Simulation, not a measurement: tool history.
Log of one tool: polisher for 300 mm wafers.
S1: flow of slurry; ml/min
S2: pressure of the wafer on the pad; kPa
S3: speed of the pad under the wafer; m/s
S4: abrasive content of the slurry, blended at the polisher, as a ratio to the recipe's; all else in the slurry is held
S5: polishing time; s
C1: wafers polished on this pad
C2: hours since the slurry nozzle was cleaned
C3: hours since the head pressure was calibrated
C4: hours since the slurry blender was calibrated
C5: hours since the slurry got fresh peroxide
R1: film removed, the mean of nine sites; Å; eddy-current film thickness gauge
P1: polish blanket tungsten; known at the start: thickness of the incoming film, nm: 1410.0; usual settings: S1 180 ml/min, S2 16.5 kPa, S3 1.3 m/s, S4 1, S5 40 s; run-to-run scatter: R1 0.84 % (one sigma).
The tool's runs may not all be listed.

run 1 day=0.196 | S1=180 S2=16.5 S3=1.3 S4=1 S5=40 | C1=343 C2=92.7 C3=94.7 C4=79.1 C5=69.5 | R1=1677.6
run 2 day=0.408 | S1=180 S2=16.5 S3=1.3 S4=1 S5=40 | C1=404 C2=97.8 C3=99.8 C4=84.2 C5=74.6 | R1=1679.4
run 3 day=0.604 | S1=180 S2=25.5 S3=1.3 S4=1 S5=40 | C1=460 C2=102.5 C3=104.5 C4=88.9 C5=79.3 | R1=2597.9
run 4 day=0.721 | S1=180 S2=16.5 S3=1.3 S4=1 S5=40 | C1=493 C2=105.3 C3=107.3 C4=91.7 C5=82.1 | R1=1683
run 5 day=0.942 | S1=225 S2=22.8 S3=1.3 S4=1 S5=40 | C1=556 C2=110.6 C3=112.6 C4=97 C5=87.4 | R1=2409.2
run 6 day=1.067 | S1=270 S2=16.5 S3=1.3 S4=1 S5=40 | C1=592 C2=113.6 C3=115.6 C4=100 C5=90.4 | R1=1773.5
-- day=1.088 head pressure recalibrated
run 7 day=1.279 | S1=180 S2=16.5 S3=1.3 S4=1 S5=18 | C1=653 C2=118.7 C3=4.7 C4=105.1 C5=95.5 | R1=760.56
run 8 day=1.446 | S1=180 S2=16.5 S3=1.3 S4=1.45 S5=40 | C1=701 C2=122.7 C3=8.7 C4=109.1 C5=99.5 | R1=1820.1
run 9 day=1.646 | S1=180 S2=16.5 S3=1.3 S4=1 S5=40 | C1=758 C2=127.5 C3=13.5 C4=113.9 C5=104.3 | R1=1687
run 10 day=1.808 | S1=180 S2=16.5 S3=1.98 S4=1 S5=40 | C1=805 C2=131.4 C3=17.4 C4=117.8 C5=108.2 | R1=2577.9
run 11 day=1.933 | S1=110 S2=16.5 S3=1.3 S4=1 S5=40 | C1=840 C2=134.4 C3=20.4 C4=120.8 C5=111.2 | R1=1559.8
run 12 day=2.108 | S1=240 S2=8.3 S3=1.3 S4=1 S5=40 | C1=891 C2=138.6 C3=24.6 C4=125 C5=115.4 | R1=887.17
run 13 day=2.283 | S1=180 S2=16.5 S3=1.3 S4=1 S5=40 | C1=941 C2=142.8 C3=28.8 C4=129.2 C5=119.6 | R1=1654.1
run 14 day=2.442 | S1=180 S2=16.5 S3=1.3 S4=1 S5=40 | C1=986 C2=146.6 C3=32.6 C4=133 C5=123.4 | R1=1701.5
run 15 day=2.55 | S1=180 S2=16.5 S3=1.88 S4=1.35 S5=40 | C1=1017 C2=149.2 C3=35.2 C4=135.6 C5=126 | R1=2589.2
run 16 day=2.754 | S1=180 S2=16.5 S3=0.6 S4=1 S5=40 | C1=1076 C2=154.1 C3=40.1 C4=140.5 C5=130.9 | R1=779.18
run 17 day=2.933 | S1=180 S2=16.5 S3=1.3 S4=0.55 S5=40 | C1=1127 C2=158.4 C3=44.4 C4=144.8 C5=135.2 | R1=1478.3
run 18 day=3.138 | S1=180 S2=16.5 S3=1.3 S4=1 S5=51 | C1=1185 C2=163.3 C3=49.3 C4=149.7 C5=140.1 | R1=2131.1
run 19 day=3.275 | S1=180 S2=8.3 S3=1.3 S4=1 S5=40 | C1=1225 C2=166.6 C3=52.6 C4=153 C5=143.4 | R1=840.01
run 20 day=3.371 | S1=180 S2=16.5 S3=1.3 S4=1 S5=40 | C1=1252 C2=168.9 C3=54.9 C4=155.3 C5=145.7 | R1=1704.8
run 21 day=3.504 | S1=180 S2=16.5 S3=1.3 S4=1 S5=40 | C1=1291 C2=172.1 C3=58.1 C4=158.5 C5=148.9 | R1=1634.8
run 22 day=3.667 | S1=180 S2=16.5 S3=1.3 S4=1 S5=40 | C1=1337 C2=176 C3=62 C4=162.4 C5=152.8 | R1=1601.3
run 23 day=3.775 | S1=180 S2=16.5 S3=1.3 S4=1 S5=40 | C1=1368 C2=178.6 C3=64.6 C4=165 C5=155.4 | R1=1557.1
-- day=3.829 head pressure recalibrated
run 24 day=3.9 | S1=180 S2=16.5 S3=1.3 S4=1 S5=40 | C1=1404 C2=181.6 C3=1.8 C4=168 C5=158.4 | R1=1570.6
-- day=3.904 slurry tank refilled with fresh slurry and peroxide
-- day=3.908 slurry blender recalibrated
run 25 day=4.012 | S1=180 S2=16.5 S3=1.3 S4=1 S5=40 | C1=1436 C2=184.3 C3=4.5 C4=2.5 C5=2.6 | R1=1532.4
run 26 day=4.121 | S1=180 S2=16.5 S3=1.3 S4=1 S5=40 | C1=1467 C2=186.9 C3=7.1 C4=5.1 C5=5.2 | R1=1559.6
run 27 day=4.242 | S1=180 S2=16.5 S3=1.3 S4=1 S5=40 | C1=1502 C2=189.8 C3=10 C4=8 C5=8.1 | R1=1529.8

What P1 gives has crept away from where it was. These 2 causes fit the log equally well, each at the size given:
A: removal rate lost through wear of the pad, % = 8.74
B: slurry flow missing at the pad, % = 39.1
The creep began at about day 3.371.
Why every other cause is out:
head's pressure below its setpoint, %: serviced at day 3.829, which brought nothing back
abrasive missing from the slurry, %: serviced at day 3.908, which brought nothing back
peroxide lost from the slurry, %: serviced at day 3.904, which brought nothing back

4 check runs are offered, each on 3 wafers whose results are averaged, their results left as question marks. Which one tells the causes apart?
run check 1 day=4.362 | S1=180 S2=22.1 S3=1.3 S4=0.7 S5=40 | R1=?
run check 2 day=4.362 | S1=180 S2=24.8 S3=1.3 S4=1 S5=32 | R1=?
run check 3 day=4.362 | S1=120 S2=16.5 S3=1.3 S4=1.3 S5=40 | R1=?
run check 4 day=4.362 | S1=180 S2=8.3 S3=1.3 S4=1 S5=24 | R1=?

What each check would give under each cause:
check=check_1 result=R1 if_A=1889.7 if_B=1889.9
check=check_2 result=R1 if_A=1847.7 if_B=1847.9
check=check_3 result=R1 if_A=1526.5 if_B=1466.9
check=check_4 result=R1 if_A=461.93 if_B=461.96
How far apart the two closest causes lie, in the result that separates them most: check 1 0.01 %; check 2 0.01 %; check 3 3.98 %; check 4 0.01 %
Check 3 tells the causes apart: in the others they would give nearly the same result.

Then check 3 was run and gave: R1 1474.8 Å. Which cause is it?

It is B: slurry flow missing at the pad, %.

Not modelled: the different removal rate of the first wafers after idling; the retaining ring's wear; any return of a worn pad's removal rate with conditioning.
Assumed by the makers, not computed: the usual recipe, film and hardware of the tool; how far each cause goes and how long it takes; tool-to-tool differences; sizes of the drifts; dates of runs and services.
